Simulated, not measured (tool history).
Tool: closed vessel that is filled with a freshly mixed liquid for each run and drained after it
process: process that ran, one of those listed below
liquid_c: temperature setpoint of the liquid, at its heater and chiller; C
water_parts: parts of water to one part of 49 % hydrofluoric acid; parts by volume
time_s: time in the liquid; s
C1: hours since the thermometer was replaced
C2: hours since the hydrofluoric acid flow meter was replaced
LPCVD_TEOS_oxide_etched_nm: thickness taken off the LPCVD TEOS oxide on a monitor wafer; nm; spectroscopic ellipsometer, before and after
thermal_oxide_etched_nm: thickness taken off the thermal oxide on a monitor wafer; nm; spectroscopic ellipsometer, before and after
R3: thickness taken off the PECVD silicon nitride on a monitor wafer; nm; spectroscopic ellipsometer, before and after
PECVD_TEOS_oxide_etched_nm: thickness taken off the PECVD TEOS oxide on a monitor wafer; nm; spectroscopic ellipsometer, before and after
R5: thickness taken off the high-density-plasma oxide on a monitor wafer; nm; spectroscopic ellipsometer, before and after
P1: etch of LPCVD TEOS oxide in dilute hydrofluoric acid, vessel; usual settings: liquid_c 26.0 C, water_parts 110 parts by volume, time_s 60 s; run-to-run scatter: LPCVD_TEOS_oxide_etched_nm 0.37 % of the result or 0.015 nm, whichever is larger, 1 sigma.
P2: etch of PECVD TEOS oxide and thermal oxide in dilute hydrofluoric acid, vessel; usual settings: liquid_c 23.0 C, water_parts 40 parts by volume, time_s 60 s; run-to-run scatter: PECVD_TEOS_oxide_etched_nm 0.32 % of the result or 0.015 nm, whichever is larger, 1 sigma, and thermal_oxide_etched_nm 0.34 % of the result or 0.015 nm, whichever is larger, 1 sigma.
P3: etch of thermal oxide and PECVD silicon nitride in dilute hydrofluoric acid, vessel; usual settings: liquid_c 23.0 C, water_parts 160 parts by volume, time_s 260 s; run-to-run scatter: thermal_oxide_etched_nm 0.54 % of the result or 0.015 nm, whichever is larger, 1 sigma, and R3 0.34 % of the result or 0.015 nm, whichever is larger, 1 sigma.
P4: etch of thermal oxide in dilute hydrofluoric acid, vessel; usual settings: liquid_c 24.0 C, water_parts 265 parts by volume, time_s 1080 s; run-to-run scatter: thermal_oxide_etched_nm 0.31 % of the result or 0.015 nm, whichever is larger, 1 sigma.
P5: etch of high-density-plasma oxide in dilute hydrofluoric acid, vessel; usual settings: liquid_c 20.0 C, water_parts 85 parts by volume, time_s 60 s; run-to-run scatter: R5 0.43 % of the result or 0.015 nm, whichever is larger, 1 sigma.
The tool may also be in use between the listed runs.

Run 1, hour 6.7: process P1, liquid_c 26.0 C, water_parts 110 parts by volume, time_s 60 s; C1 1564.2; C2 637.5. Result: LPCVD_TEOS_oxide_etched_nm 23.1560 nm.
Run 2, hour 19.6: process P1, liquid_c 21.5 C, water_parts 195 parts by volume, time_s 60 s; C1 1577.1; C2 650.4. Result: LPCVD_TEOS_oxide_etched_nm 9.8931 nm.
Run 3, hour 27.6: process P4, liquid_c 24.0 C, water_parts 265 parts by volume, time_s 480 s; C1 1585.1; C2 658.4. Result: thermal_oxide_etched_nm 7.2385 nm.
Run 4, hour 37.2: process P4, liquid_c 24.0 C, water_parts 60 parts by volume, time_s 1080 s; C1 1594.7; C2 668.0. Result: thermal_oxide_etched_nm 91.6060 nm.
Run 5, hour 47.1: process P1, liquid_c 32.0 C, water_parts 110 parts by volume, time_s 60 s; C1 1604.6; C2 677.9. Result: LPCVD_TEOS_oxide_etched_nm 28.8680 nm.
Run 6, hour 55.7: process P3, liquid_c 23.0 C, water_parts 160 parts by volume, time_s 260 s; C1 1613.2; C2 686.5. Result: thermal_oxide_etched_nm 7.0513 nm, R3 6.1063 nm.
Run 7, hour 69.2: process P1, liquid_c 26.0 C, water_parts 65 parts by volume, time_s 60 s; C1 1626.7; C2 700.0. Result: LPCVD_TEOS_oxide_etched_nm 41.4860 nm.
Run 8, hour 78.0: process P1, liquid_c 26.0 C, water_parts 110 parts by volume, time_s 60 s; C1 1635.5; C2 708.8. Result: LPCVD_TEOS_oxide_etched_nm 23.4000 nm.
Run 9, hour 91.2: process P2, liquid_c 23.0 C, water_parts 40 parts by volume, time_s 30 s; C1 1648.7; C2 722.0. Result: thermal_oxide_etched_nm 3.6841 nm, PECVD_TEOS_oxide_etched_nm 21.252 nm.
Run 10, hour 97.4: process P5, liquid_c 20.0 C, water_parts 145 parts by volume, time_s 60 s; C1 1654.9; C2 728.2. Result: R5 2.8707 nm.
Run 11, hour 104.7: process P1, liquid_c 26.0 C, water_parts 110 parts by volume, time_s 90 s; C1 1662.2; C2 735.5. Result: LPCVD_TEOS_oxide_etched_nm 34.9640 nm.
Run 12, hour 117.3: process P3, liquid_c 23.0 C, water_parts 160 parts by volume, time_s 380 s; C1 1674.8; C2 748.1. Result: thermal_oxide_etched_nm 10.4190 nm, R3 8.8958 nm.
Run 13, hour 126.6: process P1, liquid_c 20.0 C, water_parts 110 parts by volume, time_s 60 s; C1 1684.1; C2 757.4. Result: LPCVD_TEOS_oxide_etched_nm 18.3390 nm.
Run 14, hour 134.3: process P5, liquid_c 26.0 C, water_parts 85 parts by volume, time_s 60 s; C1 1691.8; C2 765.1. Result: R5 6.6912 nm.
Run 15, hour 140.8: process P1, liquid_c 26.0 C, water_parts 110 parts by volume, time_s 60 s; C1 1698.3; C2 771.6. Result: LPCVD_TEOS_oxide_etched_nm 23.1520 nm.
Run 16, hour 149.2: process P1, liquid_c 26.0 C, water_parts 110 parts by volume, time_s 60 s; C1 1706.7; C2 780.0. Result: LPCVD_TEOS_oxide_etched_nm 23.2990 nm.
Run 17, hour 157.3: process P4, liquid_c 24.0 C, water_parts 265 parts by volume, time_s 1080 s; C1 1714.8; C2 788.1. Result: thermal_oxide_etched_nm 16.3010 nm.
Run 18, hour 166.6: process P5, liquid_c 20.0 C, water_parts 85 parts by volume, time_s 110 s; C1 1724.1; C2 797.4. Result: R5 9.5461 nm.
Run 19, hour 176.1: process P5, liquid_c 20.0 C, water_parts 85 parts by volume, time_s 60 s; C1 1733.6; C2 806.9. Result: R5 5.2877 nm.
Run 20, hour 187.6: process P1, liquid_c 31.0 C, water_parts 110 parts by volume, time_s 30 s; C1 1745.1; C2 818.4. Result: LPCVD_TEOS_oxide_etched_nm 14.0270 nm.
Run 21, hour 195.9: process P1, liquid_c 26.0 C, water_parts 110 parts by volume, time_s 60 s; C1 1753.4; C2 826.7. Result: LPCVD_TEOS_oxide_etched_nm 23.1470 nm.
Run 22, hour 205.4: process P2, liquid_c 23.0 C, water_parts 40 parts by volume, time_s 60 s; C1 1762.9; C2 836.2. Result: thermal_oxide_etched_nm 7.4133 nm, PECVD_TEOS_oxide_etched_nm 42.276 nm.
Run 23, hour 211.5: process P1, liquid_c 26.0 C, water_parts 110 parts by volume, time_s 30 s; C1 1769.0; C2 842.3. Result: LPCVD_TEOS_oxide_etched_nm 11.5230 nm.
Run 24, hour 218.0: process P1, liquid_c 26.0 C, water_parts 110 parts by volume, time_s 60 s; C1 1775.5; C2 848.8. Result: LPCVD_TEOS_oxide_etched_nm 23.1880 nm.
Run 25, hour 224.7: process P2, liquid_c 23.0 C, water_parts 65 parts by volume, time_s 60 s; C1 1782.2; C2 855.5. Result: thermal_oxide_etched_nm 4.3760 nm, PECVD_TEOS_oxide_etched_nm 25.293 nm.
Run 26, hour 236.3: process P3, liquid_c 17.0 C, water_parts 160 parts by volume, time_s 260 s; C1 1793.8; C2 867.1. Result: thermal_oxide_etched_nm 5.5298 nm, R3 4.0950 nm.
Run 27, hour 247.4: process P2, liquid_c 31.0 C, water_parts 40 parts by volume, time_s 60 s; C1 1804.9; C2 878.2. Result: thermal_oxide_etched_nm 10.1930 nm, PECVD_TEOS_oxide_etched_nm 58.755 nm.
Run 28, hour 259.7: process P1, liquid_c 29.5 C, water_parts 110 parts by volume, time_s 85 s; C1 1817.2; C2 890.5. Result: LPCVD_TEOS_oxide_etched_nm 37.3590 nm.
Run 29, hour 273.1: process P3, liquid_c 23.0 C, water_parts 285 parts by volume, time_s 260 s; C1 1830.6; C2 903.9. Result: thermal_oxide_etched_nm 3.4797 nm, R3 3.4340 nm.

Run 30 comes next. What will it give?
Run 30, hour 284.0: process P4, liquid_c 24.0 C, water_parts 265 parts by volume, time_s 1080 s; C1 1841.5; C2 914.8. Result: thermal_oxide_etched_nm ?.

thermal_oxide_etched_nm: 16.4010 nm

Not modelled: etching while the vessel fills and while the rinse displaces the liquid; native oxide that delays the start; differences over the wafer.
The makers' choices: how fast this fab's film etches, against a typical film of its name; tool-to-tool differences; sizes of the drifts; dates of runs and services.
